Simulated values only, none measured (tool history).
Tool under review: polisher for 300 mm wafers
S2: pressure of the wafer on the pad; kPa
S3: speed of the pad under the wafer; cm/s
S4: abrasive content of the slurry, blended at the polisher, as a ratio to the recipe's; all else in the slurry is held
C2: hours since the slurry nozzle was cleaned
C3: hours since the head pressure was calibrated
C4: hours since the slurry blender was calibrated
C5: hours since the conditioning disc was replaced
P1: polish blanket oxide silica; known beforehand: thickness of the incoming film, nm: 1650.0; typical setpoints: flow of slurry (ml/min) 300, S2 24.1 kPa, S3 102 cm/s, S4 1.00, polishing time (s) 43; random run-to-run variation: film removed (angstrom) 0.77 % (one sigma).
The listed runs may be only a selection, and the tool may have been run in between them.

Run 1, day 0.367: flow of slurry (ml/min) 300, S2 24.1 kPa, S3 102 cm/s, S4 1.00, polishing time (s) 43; wafers polished on this pad 266; C2 436.4; C3 662.2; C4 106.0; C5 131.7. Result: film removed (angstrom) 1210.60.
Run 2, day 0.571: flow of slurry (ml/min) 300, S2 33.1 kPa, S3 102 cm/s, S4 0.60, polishing time (s) 43; wafers polished on this pad 339; C2 441.3; C3 667.1; C4 110.9; C5 136.6. Result: film removed (angstrom) 1294.00.
Run 3, day 0.800: flow of slurry (ml/min) 300, S2 24.1 kPa, S3 50 cm/s, S4 1.00, polishing time (s) 43; wafers polished on this pad 420; C2 446.8; C3 672.6; C4 116.4; C5 142.1. Result: film removed (angstrom) 701.95.
Run 4, day 1.125: flow of slurry (ml/min) 300, S2 33.8 kPa, S3 102 cm/s, S4 1.00, polishing time (s) 43; wafers polished on this pad 536; C2 454.6; C3 680.4; C4 124.2; C5 149.9. Result: film removed (angstrom) 1675.00.
At day 1.221: conditioning disc replaced and pad reconditioned.
Run 5, day 1.538: flow of slurry (ml/min) 225, S2 24.1 kPa, S3 102 cm/s, S4 1.00, polishing time (s) 43; wafers polished on this pad 684; C2 464.5; C3 690.3; C4 134.1; C5 7.7. Result: film removed (angstrom) 1181.00.
At day 1.729: slurry nozzle cleaned.
Run 6, day 1.892: flow of slurry (ml/min) 300, S2 11.0 kPa, S3 102 cm/s, S4 1.00, polishing time (s) 43; wafers polished on this pad 810; C2 3.9; C3 698.8; C4 142.6; C5 16.2. Result: film removed (angstrom) 561.30.
Run 7, day 2.333: flow of slurry (ml/min) 300, S2 24.1 kPa, S3 102 cm/s, S4 1.00, polishing time (s) 65; wafers polished on this pad 968; C2 14.5; C3 709.4; C4 153.2; C5 26.8. Result: film removed (angstrom) 1852.80.
Run 8, day 2.738: flow of slurry (ml/min) 300, S2 24.1 kPa, S3 102 cm/s, S4 1.00, polishing time (s) 43; wafers polished on this pad 1112; C2 24.2; C3 719.1; C4 162.9; C5 36.5. Result: film removed (angstrom) 1226.40.
Run 9, day 3.075: flow of slurry (ml/min) 300, S2 24.1 kPa, S3 156 cm/s, S4 1.00, polishing time (s) 43; wafers polished on this pad 1233; C2 32.3; C3 727.2; C4 171.0; C5 44.6. Result: film removed (angstrom) 1719.20.
At day 3.117: slurry blender recalibrated.
Run 10, day 3.496: flow of slurry (ml/min) 300, S2 24.1 kPa, S3 102 cm/s, S4 1.00, polishing time (s) 24; wafers polished on this pad 1383; C2 42.4; C3 737.3; C4 9.1; C5 54.7. Result: film removed (angstrom) 684.01.
Run 11, day 3.733: flow of slurry (ml/min) 300, S2 24.1 kPa, S3 102 cm/s, S4 1.00, polishing time (s) 43; wafers polished on this pad 1468; C2 48.1; C3 743.0; C4 14.8; C5 60.4. Result: film removed (angstrom) 1222.50.
Run 12, day 4.004: flow of slurry (ml/min) 300, S2 24.1 kPa, S3 102 cm/s, S4 1.00, polishing time (s) 43; wafers polished on this pad 1564; C2 54.6; C3 749.5; C4 21.3; C5 66.9. Result: film removed (angstrom) 1215.10.
Run 13, day 4.304: flow of slurry (ml/min) 300, S2 24.1 kPa, S3 102 cm/s, S4 0.50, polishing time (s) 43; wafers polished on this pad 1671; C2 61.8; C3 756.7; C4 28.5; C5 74.1. Result: film removed (angstrom) 837.51.
Run 14, day 4.558: flow of slurry (ml/min) 300, S2 24.1 kPa, S3 102 cm/s, S4 1.35, polishing time (s) 43; wafers polished on this pad 1762; C2 67.9; C3 762.8; C4 34.6; C5 80.2. Result: film removed (angstrom) 1384.20.
Run 15, day 4.875: flow of slurry (ml/min) 470, S2 24.1 kPa, S3 102 cm/s, S4 1.00, polishing time (s) 43; wafers polished on this pad 1875; C2 75.5; C3 770.4; C4 42.2; C5 87.8. Result: film removed (angstrom) 1267.10.
Run 16, day 5.162: flow of slurry (ml/min) 300, S2 24.1 kPa, S3 102 cm/s, S4 1.00, polishing time (s) 43; wafers polished on this pad 1978; C2 82.4; C3 777.3; C4 49.1; C5 94.7. Result: film removed (angstrom) 1222.20.
Run 17, day 5.404: flow of slurry (ml/min) 300, S2 24.1 kPa, S3 102 cm/s, S4 1.00, polishing time (s) 43; wafers polished on this pad 2064; C2 88.2; C3 783.1; C4 54.9; C5 100.5. Result: film removed (angstrom) 1171.90.
Run 18, day 5.692: flow of slurry (ml/min) 300, S2 24.1 kPa, S3 102 cm/s, S4 1.00, polishing time (s) 43; wafers polished on this pad 2167; C2 95.1; C3 790.0; C4 61.8; C5 107.4. Result: film removed (angstrom) 1150.70.
Run 19, day 6.012: flow of slurry (ml/min) 300, S2 24.1 kPa, S3 102 cm/s, S4 1.00, polishing time (s) 43; wafers polished on this pad 2281; C2 102.8; C3 797.7; C4 69.5; C5 115.1. Result: film removed (angstrom) 1111.60.
At day 6.275: head pressure recalibrated.
Run 20, day 6.304: flow of slurry (ml/min) 300, S2 24.1 kPa, S3 102 cm/s, S4 1.00, polishing time (s) 43; wafers polished on this pad 2385; C2 109.8; C3 0.7; C4 76.5; C5 122.1. Result: film removed (angstrom) 1106.50.
Run 21, day 6.650: flow of slurry (ml/min) 300, S2 24.1 kPa, S3 102 cm/s, S4 1.00, polishing time (s) 43; wafers polished on this pad 2509; C2 118.1; C3 9.0; C4 84.8; C5 130.4. Result: film removed (angstrom) 1099.90.
At day 6.904: conditioning disc replaced and pad reconditioned.
Run 22, day 7.008: flow of slurry (ml/min) 300, S2 24.1 kPa, S3 102 cm/s, S4 1.00, polishing time (s) 43; wafers polished on this pad 2637; C2 126.7; C3 17.6; C4 93.4; C5 2.6. Result: film removed (angstrom) 1096.30.
Run 23, day 7.446: flow of slurry (ml/min) 300, S2 24.1 kPa, S3 102 cm/s, S4 1.00, polishing time (s) 43; wafers polished on this pad 2793; C2 137.2; C3 28.1; C4 103.9; C5 13.1. Result: film removed (angstrom) 1088.60.
Run 24, day 7.846: flow of slurry (ml/min) 300, S2 24.1 kPa, S3 102 cm/s, S4 1.00, polishing time (s) 43; wafers polished on this pad 2936; C2 146.8; C3 37.7; C4 113.5; C5 22.7. Result: film removed (angstrom) 1084.30.
Run 25, day 8.146: flow of slurry (ml/min) 300, S2 24.1 kPa, S3 102 cm/s, S4 1.00, polishing time (s) 43; wafers polished on this pad 3043; C2 154.0; C3 44.9; C4 120.7; C5 29.9. Result: film removed (angstrom) 1076.10.

The output of P1 has drifted from where it used to be. Each of the 2 causes below, taken at the size shown beside it, accounts for the log equally well:
A: removal rate lost through wear of the pad, % = 11.2
B: abrasive missing from the slurry, % = 21.8
The gradual shift began around day 5.162.
Why every other cause is out:
slurry flow missing at the pad, %: at its largest 40, which would move film removed (angstrom) by -5.7 %, too little to match the creep or of the wrong sign
head's pressure below its setpoint, %: serviced at day 6.275, after the change had begun; the process did not return to its earlier output
time polished since the conditioner stopped cutting, s: serviced at day 6.904, after the change had begun; the process did not return to its earlier output

You are offered 4 check runs, listed below with question marks in place of their results; each one averages 3 wafers. Which run separates the listed causes by giving clearly different results for each?
Run check 1, day 8.446: flow of slurry (ml/min) 300, S2 24.1 kPa, S3 102 cm/s, S4 0.55, polishing time (s) 43. Result: film removed (angstrom) ?.
Run check 2, day 8.446: flow of slurry (ml/min) 365, S2 24.1 kPa, S3 102 cm/s, S4 1.00, polishing time (s) 43. Result: film removed (angstrom) ?.
Run check 3, day 8.446: flow of slurry (ml/min) 300, S2 24.1 kPa, S3 60 cm/s, S4 1.00, polishing time (s) 43. Result: film removed (angstrom) ?.
Run check 4, day 8.446: flow of slurry (ml/min) 300, S2 13.8 kPa, S3 102 cm/s, S4 1.00, polishing time (s) 43. Result: film removed (angstrom) ?.

What each check would give under each cause:
  check                   result     if A     if B
check 1  film removed (angstrom)   789.08   760.84
check 2  film removed (angstrom)  1100.00  1099.50
check 3  film removed (angstrom)   708.09   707.72
check 4  film removed (angstrom)   618.60   618.27
Gap, in per cent, between the two causes that each check separates least, read from the result that separates them most: check 1 3.65 %; check 2 0.05 %; check 3 0.05 %; check 4 0.05 %
Check 1 distinguishes between the causes, while the remaining checks would return nearly the same result for all of them.

Then check 1 was run and gave: film removed (angstrom) 786.59. Which cause is it?

It is A: removal rate lost through wear of the pad, %.

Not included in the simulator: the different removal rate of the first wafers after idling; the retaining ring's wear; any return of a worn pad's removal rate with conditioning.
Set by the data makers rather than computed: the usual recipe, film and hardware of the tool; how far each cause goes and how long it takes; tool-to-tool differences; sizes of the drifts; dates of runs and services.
